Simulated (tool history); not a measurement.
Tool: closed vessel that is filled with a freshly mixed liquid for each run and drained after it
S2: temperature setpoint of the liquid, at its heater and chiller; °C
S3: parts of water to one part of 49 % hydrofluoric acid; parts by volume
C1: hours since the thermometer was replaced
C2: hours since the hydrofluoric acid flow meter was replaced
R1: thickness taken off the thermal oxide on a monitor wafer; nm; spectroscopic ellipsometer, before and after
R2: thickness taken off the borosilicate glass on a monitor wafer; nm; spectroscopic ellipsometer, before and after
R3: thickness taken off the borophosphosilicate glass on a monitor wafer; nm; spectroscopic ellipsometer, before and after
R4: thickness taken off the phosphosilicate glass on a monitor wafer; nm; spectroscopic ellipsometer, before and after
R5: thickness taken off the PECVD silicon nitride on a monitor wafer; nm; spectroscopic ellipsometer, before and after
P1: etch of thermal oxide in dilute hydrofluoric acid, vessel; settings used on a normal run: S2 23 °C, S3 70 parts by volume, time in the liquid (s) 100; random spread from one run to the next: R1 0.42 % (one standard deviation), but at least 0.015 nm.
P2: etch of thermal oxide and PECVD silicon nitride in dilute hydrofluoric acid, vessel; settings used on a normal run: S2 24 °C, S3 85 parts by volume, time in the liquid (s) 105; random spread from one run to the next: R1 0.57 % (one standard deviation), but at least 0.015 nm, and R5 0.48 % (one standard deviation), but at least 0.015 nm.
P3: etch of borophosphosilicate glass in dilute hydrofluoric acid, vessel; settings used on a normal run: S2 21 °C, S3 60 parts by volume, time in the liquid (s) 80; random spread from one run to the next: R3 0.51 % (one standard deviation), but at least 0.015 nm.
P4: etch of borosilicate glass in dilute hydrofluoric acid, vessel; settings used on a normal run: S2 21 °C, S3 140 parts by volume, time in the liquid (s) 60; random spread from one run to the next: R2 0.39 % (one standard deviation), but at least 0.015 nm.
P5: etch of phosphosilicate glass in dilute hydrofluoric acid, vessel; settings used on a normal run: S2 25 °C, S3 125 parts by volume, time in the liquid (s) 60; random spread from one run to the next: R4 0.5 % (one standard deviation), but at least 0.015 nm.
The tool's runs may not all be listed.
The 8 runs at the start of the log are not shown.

Run 9, hour 60.1: process that ran P1, S2 23 °C, S3 70 parts by volume, time in the liquid (s) 35; C1 1527.7; C2 1518.2. Result: R1 2.2501 nm.
Run 10, hour 66.6: process that ran P4, S2 21 °C, S3 140 parts by volume, time in the liquid (s) 100; C1 1534.2; C2 1524.7. Result: R2 26.720 nm.
Run 11, hour 73.2: process that ran P1, S2 23 °C, S3 70 parts by volume, time in the liquid (s) 165; C1 1540.8; C2 1531.3. Result: R1 10.7760 nm.
Run 12, hour 78.5: process that ran P1, S2 23 °C, S3 70 parts by volume, time in the liquid (s) 100; C1 1546.1; C2 1536.6. Result: R1 6.4965 nm.
Run 13, hour 83.7: process that ran P5, S2 25 °C, S3 25 parts by volume, time in the liquid (s) 60; C1 1551.3; C2 1541.8. Result: R4 473.970 nm.
Run 14, hour 88.2: process that ran P4, S2 17 °C, S3 140 parts by volume, time in the liquid (s) 60; C1 1555.8; C2 1546.3. Result: R2 13.766 nm.
Run 15, hour 94.5: process that ran P4, S2 21 °C, S3 40 parts by volume, time in the liquid (s) 60; C1 1562.1; C2 1552.6. Result: R2 63.481 nm.
Run 16, hour 101.8: process that ran P1, S2 19 °C, S3 70 parts by volume, time in the liquid (s) 100; C1 1569.4; C2 1559.9. Result: R1 5.4721 nm.
Run 17, hour 110.8: process that ran P1, S2 23 °C, S3 35 parts by volume, time in the liquid (s) 40; C1 1578.4; C2 1568.9. Result: R1 5.4459 nm.
Run 18, hour 118.7: process that ran P3, S2 21 °C, S3 95 parts by volume, time in the liquid (s) 80; C1 1586.3; C2 1576.8. Result: R3 29.160 nm.
Run 19, hour 122.7: process that ran P3, S2 26 °C, S3 60 parts by volume, time in the liquid (s) 80; C1 1590.3; C2 1580.8. Result: R3 59.417 nm.
Run 20, hour 131.0: process that ran P5, S2 29 °C, S3 125 parts by volume, time in the liquid (s) 60; C1 1598.6; C2 1589.1. Result: R4 96.909 nm.

Estimate the outcome of run 21 from the log above:
Run 21, hour 139.2: process that ran P2, S2 24 °C, S3 145 parts by volume, time in the liquid (s) 105; C1 1606.8; C2 1597.3. Result: R1 ?, R5 ?.

Run 21 came out at R1 3.2772 nm, R5 3.5097 nm.

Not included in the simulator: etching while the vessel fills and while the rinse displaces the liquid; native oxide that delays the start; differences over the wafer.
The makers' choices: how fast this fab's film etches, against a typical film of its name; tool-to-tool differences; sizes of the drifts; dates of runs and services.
